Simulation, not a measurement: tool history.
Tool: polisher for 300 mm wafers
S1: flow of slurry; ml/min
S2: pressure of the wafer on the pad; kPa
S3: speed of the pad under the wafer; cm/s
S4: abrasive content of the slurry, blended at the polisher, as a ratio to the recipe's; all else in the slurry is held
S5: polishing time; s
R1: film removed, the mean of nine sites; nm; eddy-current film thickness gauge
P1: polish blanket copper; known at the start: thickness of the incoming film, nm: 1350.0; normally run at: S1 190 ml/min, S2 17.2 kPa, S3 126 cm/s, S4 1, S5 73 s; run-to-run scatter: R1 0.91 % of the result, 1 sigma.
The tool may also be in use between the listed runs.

run	hour	S1	S2	S3	S4	S5	R1
1	13.1	190	17.2	126	1	73	210.09
2	23.4	190	17.2	126	1	73	208.85
3	33.2	190	17.2	56	1	73	94.585
4	51.1	190	17.2	126	1	73	208.74
5	64.4	190	17.2	126	1	112	325.79
6	72.7	190	17.2	126	0.6	52	135.04
7	86.2	190	17.2	126	0.55	73	186.69
8	95.4	190	17.2	126	1.4	73	226.99
9	107.5	190	17.2	194	1	73	321.88
10	116.4	190	26.9	126	1	73	328.54
11	125.2	190	17.2	126	1	33	94.756
12	133.7	190	17.2	126	1	73	214.43
# hour 141.5: slurry blender recalibrated
13	147.4	125	17.2	126	1	73	198.37
14	158.9	270	17.2	126	1	73	221.44
15	175.8	190	17.2	126	1	73	211.46
16	192.3	255	17.2	126	1	105	313.21
17	203.4	190	9	126	1	73	110.75
18	217.2	190	17.2	126	1	73	208.56

The next listed run, before its measurement:
19	230.6	190	17.2	126	1	73	?

Run 19 gave R1 205.54 nm.
